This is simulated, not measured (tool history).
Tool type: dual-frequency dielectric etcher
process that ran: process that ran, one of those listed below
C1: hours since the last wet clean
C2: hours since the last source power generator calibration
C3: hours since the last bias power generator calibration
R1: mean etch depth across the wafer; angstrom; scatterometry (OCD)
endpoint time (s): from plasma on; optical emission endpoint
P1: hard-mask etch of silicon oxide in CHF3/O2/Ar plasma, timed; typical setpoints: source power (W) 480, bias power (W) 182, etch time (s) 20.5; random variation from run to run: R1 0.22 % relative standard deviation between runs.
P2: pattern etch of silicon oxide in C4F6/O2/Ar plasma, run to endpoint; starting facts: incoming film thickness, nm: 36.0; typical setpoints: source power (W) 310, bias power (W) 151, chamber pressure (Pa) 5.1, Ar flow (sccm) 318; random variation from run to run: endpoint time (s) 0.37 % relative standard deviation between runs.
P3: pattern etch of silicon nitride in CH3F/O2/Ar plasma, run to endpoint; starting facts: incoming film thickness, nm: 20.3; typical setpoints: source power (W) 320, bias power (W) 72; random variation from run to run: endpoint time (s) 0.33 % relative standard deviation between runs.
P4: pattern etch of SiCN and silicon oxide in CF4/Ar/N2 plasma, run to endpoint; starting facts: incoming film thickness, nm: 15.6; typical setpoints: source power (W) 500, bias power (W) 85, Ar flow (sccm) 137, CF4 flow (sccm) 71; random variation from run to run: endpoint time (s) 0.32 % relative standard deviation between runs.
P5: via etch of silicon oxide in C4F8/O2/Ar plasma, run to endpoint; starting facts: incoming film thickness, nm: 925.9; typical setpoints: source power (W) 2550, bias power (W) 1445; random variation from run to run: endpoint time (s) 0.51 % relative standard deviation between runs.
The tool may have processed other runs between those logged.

Run 1, hour 8.4: process that ran P1, source power (W) 480, bias power (W) 182, etch time (s) 20.5; C1 166.4; C2 1539.3; C3 816.8. Result: R1 372.74 angstrom.
Run 2, hour 13.7: process that ran P5, source power (W) 2550, bias power (W) 1445; C1 171.7; C2 1544.6; C3 822.1. Result: endpoint time (s) 181.140.
Run 3, hour 21.2: process that ran P5, source power (W) 2550, bias power (W) 1445; C1 179.2; C2 1552.1; C3 829.6. Result: endpoint time (s) 182.240.
Run 4, hour 32.8: process that ran P1, source power (W) 320, bias power (W) 182, etch time (s) 20.5; C1 190.8; C2 1563.7; C3 841.2. Result: R1 319.56 angstrom.
Run 5, hour 39.9: process that ran P1, source power (W) 480, bias power (W) 182, etch time (s) 13.0; C1 197.9; C2 1570.8; C3 848.3. Result: R1 236.36 angstrom.
At hour 41.6: source power generator calibrated.
Run 6, hour 46.7: process that ran P4, source power (W) 620, bias power (W) 85, Ar flow (sccm) 137, CF4 flow (sccm) 71; C1 204.7; C2 5.1; C3 855.1. Result: endpoint time (s) 13.717.
Run 7, hour 53.0: process that ran P4, source power (W) 500, bias power (W) 55, Ar flow (sccm) 137, CF4 flow (sccm) 71; C1 211.0; C2 11.4; C3 861.4. Result: endpoint time (s) 19.222.
Run 8, hour 62.5: process that ran P2, source power (W) 310, bias power (W) 151, Ar flow (sccm) 318, chamber pressure (Pa) 5.1; C1 220.5; C2 20.9; C3 870.9. Result: endpoint time (s) 13.421.
Run 9, hour 71.2: process that ran P1, source power (W) 480, bias power (W) 182, etch time (s) 20.5; C1 229.2; C2 29.6; C3 879.6. Result: R1 372.18 angstrom.
Run 10, hour 80.4: process that ran P1, source power (W) 480, bias power (W) 182, etch time (s) 20.5; C1 238.4; C2 38.8; C3 888.8. Result: R1 372.22 angstrom.
Run 11, hour 86.2: process that ran P1, source power (W) 350, bias power (W) 182, etch time (s) 26.0; C1 244.2; C2 44.6; C3 894.6. Result: R1 419.80 angstrom.
Run 12, hour 97.9: process that ran P5, source power (W) 1650, bias power (W) 1445; C1 255.9; C2 56.3; C3 906.3. Result: endpoint time (s) 216.760.
Run 13, hour 108.0: process that ran P2, source power (W) 310, bias power (W) 151, Ar flow (sccm) 318, chamber pressure (Pa) 5.1; C1 266.0; C2 66.4; C3 916.4. Result: endpoint time (s) 13.522.
Run 14, hour 113.9: process that ran P2, source power (W) 310, bias power (W) 181, Ar flow (sccm) 318, chamber pressure (Pa) 5.1; C1 271.9; C2 72.3; C3 922.3. Result: endpoint time (s) 12.723.
Run 15, hour 120.8: process that ran P1, source power (W) 480, bias power (W) 144, etch time (s) 20.5; C1 278.8; C2 79.2; C3 929.2. Result: R1 344.71 angstrom.
Run 16, hour 130.7: process that ran P1, source power (W) 390, bias power (W) 182, etch time (s) 25.0; C1 288.7; C2 89.1; C3 939.1. Result: R1 419.03 angstrom.
Run 17, hour 137.5: process that ran P2, source power (W) 310, bias power (W) 151, Ar flow (sccm) 318, chamber pressure (Pa) 6.3; C1 295.5; C2 95.9; C3 945.9. Result: endpoint time (s) 13.765.
Run 18, hour 146.9: process that ran P2, source power (W) 180, bias power (W) 151, Ar flow (sccm) 318, chamber pressure (Pa) 5.1; C1 304.9; C2 105.3; C3 955.3. Result: endpoint time (s) 16.632.
Run 19, hour 157.8: process that ran P4, source power (W) 500, bias power (W) 85, Ar flow (sccm) 137, CF4 flow (sccm) 52; C1 315.8; C2 116.2; C3 966.2. Result: endpoint time (s) 17.452.
Run 20, hour 166.1: process that ran P1, source power (W) 480, bias power (W) 251, etch time (s) 20.5; C1 324.1; C2 124.5; C3 974.5. Result: R1 417.62 angstrom.
At hour 172.7: bias power generator calibrated.
Run 21, hour 174.7: process that ran P3, source power (W) 320, bias power (W) 44; C1 332.7; C2 133.1; C3 2.1. Result: endpoint time (s) 37.690.
Run 22, hour 180.2: process that ran P1, source power (W) 480, bias power (W) 182, etch time (s) 20.5; C1 338.2; C2 138.6; C3 7.6. Result: R1 372.49 angstrom.
Run 23, hour 189.1: process that ran P1, source power (W) 480, bias power (W) 182, etch time (s) 20.5; C1 347.1; C2 147.5; C3 16.5. Result: R1 372.57 angstrom.
Run 24, hour 196.2: process that ran P1, source power (W) 640, bias power (W) 182, etch time (s) 20.5; C1 354.2; C2 154.6; C3 23.6. Result: R1 416.26 angstrom.
Run 25, hour 203.4: process that ran P3, source power (W) 320, bias power (W) 72; C1 361.4; C2 161.8; C3 30.8. Result: endpoint time (s) 31.851.
Run 26, hour 212.4: process that ran P1, source power (W) 480, bias power (W) 182, etch time (s) 20.5; C1 370.4; C2 170.8; C3 39.8. Result: R1 373.03 angstrom.
Run 27, hour 223.1: process that ran P3, source power (W) 250, bias power (W) 72; C1 381.1; C2 181.5; C3 50.5. Result: endpoint time (s) 35.131.
Run 28, hour 231.4: process that ran P1, source power (W) 480, bias power (W) 182, etch time (s) 29.5; C1 389.4; C2 189.8; C3 58.8. Result: R1 538.35 angstrom.
Run 29, hour 242.7: process that ran P3, source power (W) 320, bias power (W) 72; C1 400.7; C2 201.1; C3 70.1. Result: endpoint time (s) 32.110.
Run 30, hour 251.8: process that ran P5, source power (W) 2550, bias power (W) 1072; C1 409.8; C2 210.2; C3 79.2. Result: endpoint time (s) 196.610.
Run 31, hour 260.0: process that ran P2, source power (W) 310, bias power (W) 151, Ar flow (sccm) 444, chamber pressure (Pa) 5.1; C1 418.0; C2 218.4; C3 87.4. Result: endpoint time (s) 14.019.
Run 32, hour 268.0: process that ran P4, source power (W) 500, bias power (W) 85, Ar flow (sccm) 107, CF4 flow (sccm) 71; C1 426.0; C2 226.4; C3 95.4. Result: endpoint time (s) 15.965.
Run 33, hour 275.8: process that ran P4, source power (W) 500, bias power (W) 85, Ar flow (sccm) 137, CF4 flow (sccm) 71; C1 433.8; C2 234.2; C3 103.2. Result: endpoint time (s) 16.605.
Run 34, hour 281.9: process that ran P1, source power (W) 480, bias power (W) 182, etch time (s) 20.5; C1 439.9; C2 240.3; C3 109.3. Result: R1 371.94 angstrom.
Run 35, hour 288.5: process that ran P1, source power (W) 480, bias power (W) 182, etch time (s) 20.5; C1 446.5; C2 246.9; C3 115.9. Result: R1 370.06 angstrom.
Run 36, hour 294.6: process that ran P1, source power (W) 480, bias power (W) 182, etch time (s) 20.5; C1 452.6; C2 253.0; C3 122.0. Result: R1 368.05 angstrom.
Run 37, hour 301.1: process that ran P1, source power (W) 480, bias power (W) 182, etch time (s) 20.5; C1 459.1; C2 259.5; C3 128.5. Result: R1 367.46 angstrom.
At hour 307.9: wet clean of the chamber.
Run 38, hour 311.0: process that ran P1, source power (W) 480, bias power (W) 182, etch time (s) 20.5; C1 3.2; C2 269.4; C3 138.4. Result: R1 367.32 angstrom.
Run 39, hour 317.6: process that ran P1, source power (W) 480, bias power (W) 182, etch time (s) 20.5; C1 9.8; C2 276.0; C3 145.0. Result: R1 368.12 angstrom.
Run 40, hour 326.2: process that ran P1, source power (W) 480, bias power (W) 182, etch time (s) 20.5; C1 18.4; C2 284.6; C3 153.6. Result: R1 366.79 angstrom.
Run 41, hour 331.6: process that ran P1, source power (W) 480, bias power (W) 182, etch time (s) 20.5; C1 23.8; C2 290.0; C3 159.0. Result: R1 368.07 angstrom.

Compared with where it was, what P1 gives has crept away. Each cause listed below fits the log as well as the rest, at the size given for it:
A: source power that arrives under what is set, % = 4.11
B: bias power that arrives under what is set, % = 4.58
At approximately hour 281.9, the process output began to creep.
Each remaining cause and why it is not a fit:
chamber walls in a state that lowers the etch rate, %: serviced after onset, at hour 307.9, with no recovery of the prior output

4 check runs are offered, each on 2 wafers whose results are averaged, their results left as question marks. Which one tells the causes apart?
Run check 1, hour 337.0: process that ran P2, source power (W) 190, bias power (W) 151, Ar flow (sccm) 386, chamber pressure (Pa) 5.1. Result: endpoint time (s) ?.
Run check 2, hour 337.0: process that ran P3, source power (W) 320, bias power (W) 48. Result: endpoint time (s) ?.
Run check 3, hour 337.0: process that ran P5, source power (W) 1760, bias power (W) 1445. Result: endpoint time (s) ?.
Run check 4, hour 337.0: process that ran P4, source power (W) 500, bias power (W) 85, Ar flow (sccm) 108, CF4 flow (sccm) 71. Result: endpoint time (s) ?.

Predicted outcomes, by check and by cause:
  check             result     if A     if B
check 1  endpoint time (s)   16.943   16.921
check 2  endpoint time (s)   37.262   37.204
check 3  endpoint time (s)  214.550  213.580
check 4  endpoint time (s)   16.620   16.282
Distance between the nearest two causes, measured in the result of the check that separates them most: check 1 0.13 %; check 2 0.16 %; check 3 0.45 %; check 4 2.05 %
Only in check 4 would the causes give clearly different results; in the remaining checks their results would be nearly the same.

After running check 4, the following was obtained: endpoint time (s) 16.267. Which cause does this point to?

Of the candidate causes, it is B: bias power that arrives under what is set, %.

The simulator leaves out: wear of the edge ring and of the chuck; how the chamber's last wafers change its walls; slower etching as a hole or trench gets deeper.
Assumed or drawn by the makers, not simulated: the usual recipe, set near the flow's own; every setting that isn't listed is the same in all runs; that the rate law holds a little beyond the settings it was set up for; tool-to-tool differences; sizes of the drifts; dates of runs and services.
